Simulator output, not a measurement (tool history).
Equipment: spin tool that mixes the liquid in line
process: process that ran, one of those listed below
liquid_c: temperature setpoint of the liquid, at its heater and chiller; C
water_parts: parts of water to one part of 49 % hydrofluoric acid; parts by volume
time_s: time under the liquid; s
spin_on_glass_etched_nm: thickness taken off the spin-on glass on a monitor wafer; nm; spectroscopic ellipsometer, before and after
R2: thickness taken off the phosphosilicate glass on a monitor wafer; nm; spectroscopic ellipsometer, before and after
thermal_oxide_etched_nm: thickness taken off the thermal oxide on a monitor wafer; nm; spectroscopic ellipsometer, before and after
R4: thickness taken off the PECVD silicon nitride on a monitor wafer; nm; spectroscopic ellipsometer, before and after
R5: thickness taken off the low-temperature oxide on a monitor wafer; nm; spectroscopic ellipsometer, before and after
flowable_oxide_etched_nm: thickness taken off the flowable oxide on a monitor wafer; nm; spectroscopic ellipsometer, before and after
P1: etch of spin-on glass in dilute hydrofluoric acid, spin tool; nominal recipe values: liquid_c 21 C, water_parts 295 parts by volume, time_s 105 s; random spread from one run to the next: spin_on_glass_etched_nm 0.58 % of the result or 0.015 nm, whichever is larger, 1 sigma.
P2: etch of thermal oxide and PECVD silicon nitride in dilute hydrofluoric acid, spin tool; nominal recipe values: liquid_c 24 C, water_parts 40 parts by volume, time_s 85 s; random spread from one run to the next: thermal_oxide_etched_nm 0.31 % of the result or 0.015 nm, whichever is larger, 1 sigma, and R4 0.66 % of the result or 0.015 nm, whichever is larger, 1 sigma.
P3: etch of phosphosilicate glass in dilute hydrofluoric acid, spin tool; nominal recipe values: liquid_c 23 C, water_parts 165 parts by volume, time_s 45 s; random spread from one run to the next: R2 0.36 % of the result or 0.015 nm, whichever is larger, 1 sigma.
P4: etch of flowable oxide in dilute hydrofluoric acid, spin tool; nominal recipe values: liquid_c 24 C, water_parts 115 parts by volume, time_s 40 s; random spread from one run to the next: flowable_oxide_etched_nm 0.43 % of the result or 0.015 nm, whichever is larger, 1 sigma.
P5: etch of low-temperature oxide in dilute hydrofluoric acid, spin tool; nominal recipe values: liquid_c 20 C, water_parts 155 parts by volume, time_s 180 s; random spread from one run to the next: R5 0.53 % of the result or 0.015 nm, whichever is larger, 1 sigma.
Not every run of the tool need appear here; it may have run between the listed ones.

Run 1, hour 11.2: process P1, liquid_c 21 C, water_parts 295 parts by volume, time_s 105 s. Result: spin_on_glass_etched_nm 9.5085 nm.
Run 2, hour 20.8: process P1, liquid_c 21 C, water_parts 450 parts by volume, time_s 105 s. Result: spin_on_glass_etched_nm 5.4617 nm.
Run 3, hour 32.9: process P3, liquid_c 23 C, water_parts 165 parts by volume, time_s 45 s. Result: R2 22.128 nm.
Run 4, hour 44.2: process P2, liquid_c 24 C, water_parts 40 parts by volume, time_s 170 s. Result: thermal_oxide_etched_nm 23.012 nm, R4 7.1014 nm.
Run 5, hour 57.7: process P1, liquid_c 26.5 C, water_parts 295 parts by volume, time_s 105 s. Result: spin_on_glass_etched_nm 11.587 nm.
Run 6, hour 72.5: process P1, liquid_c 21 C, water_parts 295 parts by volume, time_s 40 s. Result: spin_on_glass_etched_nm 3.6548 nm.
Run 7, hour 84.1: process P1, liquid_c 21 C, water_parts 295 parts by volume, time_s 105 s. Result: spin_on_glass_etched_nm 9.5181 nm.
Run 8, hour 100.8: process P1, liquid_c 21 C, water_parts 295 parts by volume, time_s 105 s. Result: spin_on_glass_etched_nm 9.558 nm.
At hour 108.3: hydrofluoric acid flow meter replaced.
Run 9, hour 112: process P1, liquid_c 28 C, water_parts 295 parts by volume, time_s 145 s. Result: spin_on_glass_etched_nm 16.626 nm.
Run 10, hour 127.2: process P5, liquid_c 20 C, water_parts 155 parts by volume, time_s 50 s. Result: R5 9.2467 nm.
Run 11, hour 136.1: process P2, liquid_c 18.5 C, water_parts 40 parts by volume, time_s 85 s. Result: thermal_oxide_etched_nm 9.1692 nm, R4 2.4457 nm.
Run 12, hour 149.7: process P3, liquid_c 23 C, water_parts 295 parts by volume, time_s 45 s. Result: R2 10.846 nm.
Run 13, hour 164.8: process P1, liquid_c 21 C, water_parts 295 parts by volume, time_s 105 s. Result: spin_on_glass_etched_nm 9.5777 nm.
Run 14, hour 174.5: process P4, liquid_c 24 C, water_parts 195 parts by volume, time_s 40 s. Result: flowable_oxide_etched_nm 9.5739 nm.
Run 15, hour 187: process P3, liquid_c 19 C, water_parts 165 parts by volume, time_s 45 s. Result: R2 19.111 nm.
Run 16, hour 199.3: process P1, liquid_c 21 C, water_parts 295 parts by volume, time_s 200 s. Result: spin_on_glass_etched_nm 18.39 nm.
Run 17, hour 207.5: process P1, liquid_c 17 C, water_parts 295 parts by volume, time_s 185 s. Result: spin_on_glass_etched_nm 14.436 nm.
Run 18, hour 223.4: process P1, liquid_c 21 C, water_parts 190 parts by volume, time_s 200 s. Result: spin_on_glass_etched_nm 31.237 nm.
Run 19, hour 232: process P1, liquid_c 21 C, water_parts 295 parts by volume, time_s 105 s. Result: spin_on_glass_etched_nm 9.6004 nm.
Run 20, hour 244.3: process P3, liquid_c 23 C, water_parts 165 parts by volume, time_s 15 s. Result: R2 7.4144 nm.
Run 21, hour 254.7: process P5, liquid_c 20 C, water_parts 155 parts by volume, time_s 180 s. Result: R5 33.494 nm.
Run 22, hour 268.4: process P5, liquid_c 17 C, water_parts 155 parts by volume, time_s 180 s. Result: R5 29.63 nm.
Run 23, hour 283.8: process P5, liquid_c 20 C, water_parts 155 parts by volume, time_s 180 s. Result: R5 33.105 nm.
Run 24, hour 291.8: process P2, liquid_c 24 C, water_parts 40 parts by volume, time_s 85 s. Result: thermal_oxide_etched_nm 11.536 nm, R4 3.5594 nm.
Run 25, hour 305: process P2, liquid_c 24 C, water_parts 20 parts by volume, time_s 85 s. Result: thermal_oxide_etched_nm 23.694 nm, R4 7.0747 nm.
Run 26, hour 315.1: process P2, liquid_c 24 C, water_parts 40 parts by volume, time_s 85 s. Result: thermal_oxide_etched_nm 11.582 nm, R4 3.5934 nm.
Run 27, hour 329.3: process P1, liquid_c 21 C, water_parts 185 parts by volume, time_s 105 s. Result: spin_on_glass_etched_nm 16.796 nm.
Run 28, hour 346.2: process P1, liquid_c 17 C, water_parts 295 parts by volume, time_s 105 s. Result: spin_on_glass_etched_nm 8.1984 nm.
Run 29, hour 356.2: process P4, liquid_c 24 C, water_parts 115 parts by volume, time_s 40 s. Result: flowable_oxide_etched_nm 17.842 nm.
Run 30, hour 371.5: process P5, liquid_c 20 C, water_parts 245 parts by volume, time_s 180 s. Result: R5 19.136 nm.
Run 31, hour 384.3: process P4, liquid_c 17 C, water_parts 115 parts by volume, time_s 40 s. Result: flowable_oxide_etched_nm 13.46 nm.
Run 32, hour 400.1: process P4, liquid_c 24 C, water_parts 115 parts by volume, time_s 75 s. Result: flowable_oxide_etched_nm 33.208 nm.
Run 33, hour 407.8: process P3, liquid_c 23 C, water_parts 165 parts by volume, time_s 45 s. Result: R2 22.207 nm.
Run 34, hour 420.2: process P1, liquid_c 21 C, water_parts 295 parts by volume, time_s 105 s. Result: spin_on_glass_etched_nm 9.5276 nm.
Run 35, hour 436: process P1, liquid_c 21 C, water_parts 295 parts by volume, time_s 105 s. Result: spin_on_glass_etched_nm 9.2758 nm.
Run 36, hour 453.4: process P1, liquid_c 21 C, water_parts 295 parts by volume, time_s 105 s. Result: spin_on_glass_etched_nm 9.009 nm.
Run 37, hour 464.2: process P1, liquid_c 21 C, water_parts 295 parts by volume, time_s 105 s. Result: spin_on_glass_etched_nm 9.0161 nm.
Run 38, hour 472.8: process P1, liquid_c 21 C, water_parts 295 parts by volume, time_s 105 s. Result: spin_on_glass_etched_nm 8.9268 nm.
Run 39, hour 488.4: process P1, liquid_c 21 C, water_parts 295 parts by volume, time_s 105 s. Result: spin_on_glass_etched_nm 8.9055 nm.
Run 40, hour 497.9: process P1, liquid_c 21 C, water_parts 295 parts by volume, time_s 105 s. Result: spin_on_glass_etched_nm 8.8527 nm.
Run 41, hour 513.3: process P1, liquid_c 21 C, water_parts 295 parts by volume, time_s 105 s. Result: spin_on_glass_etched_nm 8.8969 nm.
Run 42, hour 522.1: process P1, liquid_c 21 C, water_parts 295 parts by volume, time_s 105 s. Result: spin_on_glass_etched_nm 8.8277 nm.
Run 43, hour 534.6: process P1, liquid_c 21 C, water_parts 295 parts by volume, time_s 105 s. Result: spin_on_glass_etched_nm 8.9385 nm.

The output of P1 has drifted from where it used to be. Each of the 2 causes below, taken at the size shown beside it, accounts for the log equally well:
A: liquid colder than its thermometer reads (K) = 2
B: hydrofluoric acid flow below the setpoint (%) = 5.56
The creep began at about hour 420.2.

Question marks stand in for the results of the 4 check runs listed below, each run on one wafer. Under which run would the listed causes show clearly different results?
Run check 1, hour 547.1: process P4, liquid_c 24 C, water_parts 180 parts by volume, time_s 40 s. Result: flowable_oxide_etched_nm ?.
Run check 2, hour 547.1: process P3, liquid_c 23 C, water_parts 285 parts by volume, time_s 45 s. Result: R2 ?.
Run check 3, hour 547.1: process P5, liquid_c 20 C, water_parts 230 parts by volume, time_s 180 s. Result: R5 ?.
Run check 4, hour 547.1: process P2, liquid_c 20 C, water_parts 40 parts by volume, time_s 155 s. Result: thermal_oxide_etched_nm ?, R4 ?.

Outcome of each check run for each possible cause:
  check                    result    if A    if B
check 1  flowable_oxide_etched_nm  9.8091   9.877
check 2                        R2  10.583  10.568
check 3                        R5  19.354  19.485
check 4   thermal_oxide_etched_nm  16.361  16.796
check 4                        R4  4.3115  4.6951
Smallest distance between any two causes, each pair judged by its most separating result, in per cent: check 1 0.69 %; check 2 0.15 %; check 3 0.68 %; check 4 8.52 %
Check 4 is the one run that separates the causes; every other check would come out nearly the same whichever cause is at work.

Running check 4 produced the following: thermal_oxide_etched_nm 16.361 nm; R4 4.3659 nm. Which one of the listed causes fits?

The cause is A: liquid colder than its thermometer reads (K).
